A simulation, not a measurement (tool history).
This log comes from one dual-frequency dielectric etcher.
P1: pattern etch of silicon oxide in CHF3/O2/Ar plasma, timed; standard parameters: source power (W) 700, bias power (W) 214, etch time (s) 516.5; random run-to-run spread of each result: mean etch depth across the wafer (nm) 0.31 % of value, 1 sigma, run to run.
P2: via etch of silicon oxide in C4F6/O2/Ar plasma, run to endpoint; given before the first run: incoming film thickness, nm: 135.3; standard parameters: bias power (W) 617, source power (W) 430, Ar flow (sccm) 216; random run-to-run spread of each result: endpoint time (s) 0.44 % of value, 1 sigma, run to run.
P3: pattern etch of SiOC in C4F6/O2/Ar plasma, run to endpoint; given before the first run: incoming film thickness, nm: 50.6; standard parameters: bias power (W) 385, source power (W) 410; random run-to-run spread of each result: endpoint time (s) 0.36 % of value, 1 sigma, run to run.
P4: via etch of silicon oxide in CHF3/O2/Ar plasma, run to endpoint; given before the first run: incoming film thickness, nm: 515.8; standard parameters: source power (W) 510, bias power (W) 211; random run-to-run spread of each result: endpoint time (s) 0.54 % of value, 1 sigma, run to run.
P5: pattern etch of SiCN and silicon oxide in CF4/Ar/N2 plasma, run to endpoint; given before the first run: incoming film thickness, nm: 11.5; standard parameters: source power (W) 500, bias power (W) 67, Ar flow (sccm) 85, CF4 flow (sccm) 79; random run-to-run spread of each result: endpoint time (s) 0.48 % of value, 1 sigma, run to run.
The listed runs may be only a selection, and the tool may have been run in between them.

| run | hour | process that ran | source power (W) | bias power (W) | etch time (s) | Ar flow (sccm) | CF4 flow (sccm) | hours since the last wet clean | hours since the last source power generator calibration | hours since the last bias power generator calibration | mean etch depth across the wafer (nm) | endpoint time (s) |
|---|---|---|---|---|---|---|---|---|---|---|---|---|
| 1 | 3.7 | P1 | 700 | 214 | 516.5 |  |  | 353.4 | 3011.8 | 477.1 | 1171.2 |  |
| 2 | 10.8 | P3 | 410 | 306 |  |  |  | 360.5 | 3018.9 | 484.2 |  | 20.139 |
| 3 | 16.5 | P2 | 430 | 617 |  | 216 |  | 366.2 | 3024.6 | 489.9 |  | 26.055 |
| 4 | 24.6 | P5 | 500 | 67 |  | 85 | 79 | 374.3 | 3032.7 | 498 |  | 12.156 |
| 5 | 28.8 | P1 | 700 | 214 | 516.5 |  |  | 378.5 | 3036.9 | 502.2 | 1173.7 |  |
| 6 | 33.3 | P2 | 430 | 617 |  | 216 |  | 383 | 3041.4 | 506.7 |  | 25.896 |
| 7 | 37.4 | P1 | 700 | 127 | 516.5 |  |  | 387.1 | 3045.5 | 510.8 | 979.32 |  |
| 8 | 44 | P4 | 510 | 278 |  |  |  | 393.7 | 3052.1 | 517.4 |  | 240.1 |
| 9 | 49.1 | P5 | 500 | 48 |  | 85 | 79 | 398.8 | 3057.2 | 522.5 |  | 13.37 |
| 10 | 57.4 | P1 | 700 | 214 | 355.5 |  |  | 407.1 | 3065.5 | 530.8 | 804.44 |  |
|  | 63.2 | wet clean of the chamber |
| 11 | 64 | P2 | 430 | 825 |  | 216 |  | 0.8 | 3072.1 | 537.4 |  | 23.132 |
| 12 | 69.6 | P5 | 500 | 67 |  | 85 | 48 | 6.4 | 3077.7 | 543 |  | 12.867 |
| 13 | 73.6 | P5 | 500 | 67 |  | 51 | 79 | 10.4 | 3081.7 | 547 |  | 11.28 |
| 14 | 80.2 | P1 | 700 | 214 | 717.5 |  |  | 17 | 3088.3 | 553.6 | 1626.4 |  |
| 15 | 85.5 | P2 | 330 | 617 |  | 216 |  | 22.3 | 3093.6 | 558.9 |  | 28.463 |
| 16 | 89.6 | P1 | 440 | 214 | 516.5 |  |  | 26.4 | 3097.7 | 563 | 985.43 |  |
| 17 | 93.5 | P3 | 410 | 385 |  |  |  | 30.3 | 3101.6 | 566.9 |  | 18.436 |
| 18 | 98.3 | P3 | 520 | 385 |  |  |  | 35.1 | 3106.4 | 571.7 |  | 16.907 |
| 19 | 103.2 | P1 | 700 | 270 | 516.5 |  |  | 40 | 3111.3 | 576.6 | 1273.1 |  |
| 20 | 108.4 | P4 | 720 | 211 |  |  |  | 45.2 | 3116.5 | 581.8 |  | 231.94 |
| 21 | 116.6 | P5 | 640 | 67 |  | 85 | 79 | 53.4 | 3124.7 | 590 |  | 9.6559 |
| 22 | 120.3 | P1 | 700 | 214 | 516.5 |  |  | 57.1 | 3128.4 | 593.7 | 1172.1 |  |
| 23 | 128.7 | P4 | 510 | 211 |  |  |  | 65.5 | 3136.8 | 602.1 |  | 263.87 |
| 24 | 135.4 | P1 | 900 | 214 | 516.5 |  |  | 72.2 | 3143.5 | 608.8 | 1294.3 |  |
| 25 | 142.4 | P5 | 500 | 67 |  | 85 | 79 | 79.2 | 3150.5 | 615.8 |  | 12.075 |
| 26 | 146.3 | P2 | 430 | 617 |  | 274 |  | 83.1 | 3154.4 | 619.7 |  | 26.711 |
| 27 | 152.8 | P1 | 470 | 251 | 516.5 |  |  | 89.6 | 3160.9 | 626.2 | 1066.3 |  |
| 28 | 157.1 | P1 | 700 | 214 | 516.5 |  |  | 93.9 | 3165.2 | 630.5 | 1170.4 |  |
| 29 | 165.4 | P1 | 700 | 214 | 516.5 |  |  | 102.2 | 3173.5 | 638.8 | 1176.5 |  |
| 30 | 171.3 | P1 | 700 | 214 | 516.5 |  |  | 108.1 | 3179.4 | 644.7 | 1169.3 |  |
| 31 | 175.6 | P1 | 700 | 214 | 516.5 |  |  | 112.4 | 3183.7 | 649 | 1161.6 |  |
| 32 | 181.2 | P1 | 700 | 214 | 516.5 |  |  | 118 | 3189.3 | 654.6 | 1158.2 |  |
| 33 | 188.3 | P1 | 700 | 214 | 516.5 |  |  | 125.1 | 3196.4 | 661.7 | 1152.7 |  |
|  | 190.6 | wet clean of the chamber |
| 34 | 192.8 | P1 | 700 | 214 | 516.5 |  |  | 2.3 | 3200.9 | 666.2 | 1157.8 |  |
| 35 | 198 | P1 | 700 | 214 | 516.5 |  |  | 7.5 | 3206.1 | 671.4 | 1156.2 |  |
| 36 | 202.1 | P1 | 700 | 214 | 516.5 |  |  | 11.6 | 3210.2 | 675.5 | 1150.9 |  |
| 37 | 206.2 | P1 | 700 | 214 | 516.5 |  |  | 15.7 | 3214.3 | 679.6 | 1152.2 |  |

What P1 gives has crept away from where it was. These 2 causes fit the log equally well, each at the size given:
A: bias power that arrives under what is set, % = 4.36
B: source power that arrives under what is set, % = 3.95
The creep began at about hour 165.4.
All other causes, with the reason each is excluded:
chamber walls in a state that lowers the etch rate, %: serviced at hour 190.6, after the change had begun; the process did not return to its earlier output

Below are 4 check runs, each averaged over 3 wafers, with their results shown as question marks. Which of them would give clearly different results depending on which cause is behind the drift?
| check 1 | 210.3 | P4 | 510 | 211 |  |  |  |  |  |  |  | ? |
| check 2 | 210.3 | P5 | 500 | 67 |  | 85 | 79 |  |  |  |  | ? |
| check 3 | 210.3 | P3 | 410 | 385 |  |  |  |  |  |  |  | ? |
| check 4 | 210.3 | P2 | 430 | 617 |  | 216 |  |  |  |  |  | ? |

Outcome of each check run for each possible cause:
| check | result | if A | if B |
|---|---|---|---|
| check 1 | endpoint time (s) | 268.38 | 268.29 |
| check 2 | endpoint time (s) | 12.223 | 12.493 |
| check 3 | endpoint time (s) | 18.838 | 18.821 |
| check 4 | endpoint time (s) | 26.432 | 26.371 |
Per-check spread between the two closest causes, in the result where they differ most: check 1 0.03 %; check 2 2.19 %; check 3 0.09 %; check 4 0.23 %
Only in check 2 would the causes give clearly different results; in the remaining checks their results would be nearly the same.

Check 2 has now been run. It gave: endpoint time (s) 12.492. Which of the candidate causes is it?

Of the candidate causes, it is B: source power that arrives under what is set, %.

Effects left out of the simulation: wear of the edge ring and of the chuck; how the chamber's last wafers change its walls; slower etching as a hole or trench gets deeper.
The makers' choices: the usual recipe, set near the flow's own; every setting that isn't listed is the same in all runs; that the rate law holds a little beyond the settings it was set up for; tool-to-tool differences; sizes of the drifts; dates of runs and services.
